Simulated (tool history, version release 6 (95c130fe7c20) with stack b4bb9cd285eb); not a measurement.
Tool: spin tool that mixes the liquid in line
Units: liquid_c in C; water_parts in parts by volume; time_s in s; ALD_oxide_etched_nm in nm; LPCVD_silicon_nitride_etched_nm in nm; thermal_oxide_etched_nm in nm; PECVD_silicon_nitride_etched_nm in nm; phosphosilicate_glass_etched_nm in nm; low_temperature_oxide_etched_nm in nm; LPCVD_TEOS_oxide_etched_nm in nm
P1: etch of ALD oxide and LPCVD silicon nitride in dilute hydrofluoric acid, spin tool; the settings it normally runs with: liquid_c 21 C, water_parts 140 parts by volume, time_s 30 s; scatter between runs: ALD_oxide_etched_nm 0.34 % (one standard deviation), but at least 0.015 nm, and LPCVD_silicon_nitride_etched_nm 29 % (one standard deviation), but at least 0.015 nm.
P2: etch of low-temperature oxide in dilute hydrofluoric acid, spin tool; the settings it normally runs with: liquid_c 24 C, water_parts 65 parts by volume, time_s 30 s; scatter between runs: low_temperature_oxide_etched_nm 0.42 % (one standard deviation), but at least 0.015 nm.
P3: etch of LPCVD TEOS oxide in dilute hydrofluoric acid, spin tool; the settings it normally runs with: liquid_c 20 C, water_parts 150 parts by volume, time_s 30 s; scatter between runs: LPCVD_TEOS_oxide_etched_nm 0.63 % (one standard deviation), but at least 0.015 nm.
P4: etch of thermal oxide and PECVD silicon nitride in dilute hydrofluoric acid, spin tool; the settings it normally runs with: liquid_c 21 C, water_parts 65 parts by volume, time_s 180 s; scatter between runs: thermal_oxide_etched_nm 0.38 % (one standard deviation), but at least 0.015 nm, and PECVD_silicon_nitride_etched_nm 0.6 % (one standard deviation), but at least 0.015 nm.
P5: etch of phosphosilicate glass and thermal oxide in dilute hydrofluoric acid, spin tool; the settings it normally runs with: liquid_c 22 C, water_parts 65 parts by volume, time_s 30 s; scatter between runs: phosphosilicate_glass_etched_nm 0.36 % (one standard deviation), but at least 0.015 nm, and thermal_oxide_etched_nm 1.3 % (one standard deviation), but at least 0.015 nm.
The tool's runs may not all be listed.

run	hour	process	liquid_c	water_parts	time_s	hours since the thermometer was replaced	hours since the hydrofluoric acid flow meter was replaced	ALD_oxide_etched_nm	LPCVD_silicon_nitride_etched_nm	thermal_oxide_etched_nm	PECVD_silicon_nitride_etched_nm	phosphosilicate_glass_etched_nm	low_temperature_oxide_etched_nm	LPCVD_TEOS_oxide_etched_nm
1	15.9	P1	21	140	30	2112.2	1596.2	5.8933	0.071628					
2	29.5	P4	17	65	180	2125.8	1609.8			10.38	3.9808			
3	38.8	P5	27.5	65	30	2135.1	1619.1			2.4621		70.027		
4	52.3	P1	17	140	30	2148.6	1632.6	5.0081	0.05681					
5	66.6	P1	21	140	30	2162.9	1646.9	5.8566	0.01952					
6	79.4	P4	21	65	290	2175.7	1659.7			19.842	8.3877			
7	89.6	P4	21	25	180	2185.9	1669.9			33.394	13.249			
8	106.9	P1	17	140	45	2203.2	1687.2	7.4726	0.074672					
9	115	P2	24	105	30	2211.3	1695.3						6.6845	
10	127	P2	24	65	50	2223.3	1707.3						18.871	
11	144.5	P1	21	140	30	2240.8	1724.8	5.8486	0.024746					
12	160.7	P2	24	65	30	2257	1741						11.394	
13	176.5	P1	21	230	30	2272.8	1756.8	3.2631	0.032917					
14	188	P2	31.5	65	30	2284.3	1768.3						15.268	
15	205.7	P1	25	140	30	2302	1786	6.8079	0.062974					
16	219.3	P1	21	80	30	2315.6	1799.6	11.05	0.20236					
17	233.8	P3	20	150	45	2330.1	1814.1							7.6377
18	247.2	P1	28.5	140	15	2343.5	1827.5	3.842	0.06325					
19	256.7	P1	21	140	15	2353	1837	2.8972	0.053336					
20	272.1	P3	20	150	30	2368.4	1852.4							5.0359
# hour 276.5: thermometer replaced
21	286	P2	24	65	30	9.5	1866.3						11.302	
22	295.4	P1	21	140	30	18.9	1875.7	5.8469	0.10025					
23	313.1	P3	25	150	30	36.6	1893.4							6.0833
24	327.8	P1	21	140	45	51.3	1908.1	8.7851	0.079479					
25	343.7	P5	22	65	30	67.2	1924			1.9995		55.769		
26	359.9	P4	21	65	180	83.4	1940.2			12.349	5.2131			
27	368	P5	22	115	30	91.5	1948.3			1.0597		29.611		
28	379.3	P5	22	65	50	102.8	1959.6			3.3324		93.367		
29	393.4	P3	20	90	30	116.9	1973.7							8.9924
30	403.9	P1	21	140	30	127.4	1984.2	5.8313	0.083961					
31	417	P1	21	140	30	140.5	1997.3	5.7399	0.084774					
32	430.8	P1	21	140	30	154.3	2011.1	5.6512	0.077541					
33	446.2	P1	21	140	30	169.7	2026.5	5.5931	0.035749					
34	462.7	P1	21	140	30	186.2	2043	5.5269	0.074714					
35	473.7	P1	21	140	30	197.2	2054	5.542	0.083953					
36	487.3	P1	21	140	30	210.8	2067.6	5.4573	0.050371					
37	497.8	P1	21	140	30	221.3	2078.1	5.4878	0.080729					
38	510	P1	21	140	30	233.5	2090.3	5.504	0.086971					
39	524.3	P1	21	140	30	247.8	2104.6	5.4815	0.079403					
40	542	P1	21	140	30	265.5	2122.3	5.4612	0.026715					
41	556.6	P1	21	140	30	280.1	2136.9	5.4473	0.084167					

What P1 gives has crept away from where it was. These 2 causes fit the log equally well, each at the size given:
A: liquid colder than its thermometer reads (K) = 1.77
B: hydrofluoric acid flow below the setpoint (%) = 5.92
Onset of the creep was near hour 403.9.

4 check runs are offered, one wafer each, their results left as question marks. Which one tells the causes apart?
check 1	571.2	P4	21	65	180					?	?			
check 2	571.2	P3	20	150	30									?
check 3	571.2	P5	22	65	30					?		?		
check 4	571.2	P2	24	65	30								?	

Expected result of each check under each candidate cause:
check	result	if A	if B
check 1	thermal_oxide_etched_nm	11.406	11.502
check 1	PECVD_silicon_nitride_etched_nm	4.6414	4.9406
check 2	LPCVD_TEOS_oxide_etched_nm	4.7194	4.7206
check 3	thermal_oxide_etched_nm	1.8617	1.876
check 3	phosphosilicate_glass_etched_nm	51.831	52.23
check 4	low_temperature_oxide_etched_nm	10.556	10.622
Distance between the nearest two causes, measured in the result of the check that separates them most: check 1 6.25 %; check 2 0.03 %; check 3 0.77 %; check 4 0.62 %
Check 1 tells the causes apart: in the others they would give nearly the same result.

Then check 1 was run and gave: thermal_oxide_etched_nm 11.315 nm; PECVD_silicon_nitride_etched_nm 4.6382 nm. Which cause is it?

The correct cause is A, namely: liquid colder than its thermometer reads (K).

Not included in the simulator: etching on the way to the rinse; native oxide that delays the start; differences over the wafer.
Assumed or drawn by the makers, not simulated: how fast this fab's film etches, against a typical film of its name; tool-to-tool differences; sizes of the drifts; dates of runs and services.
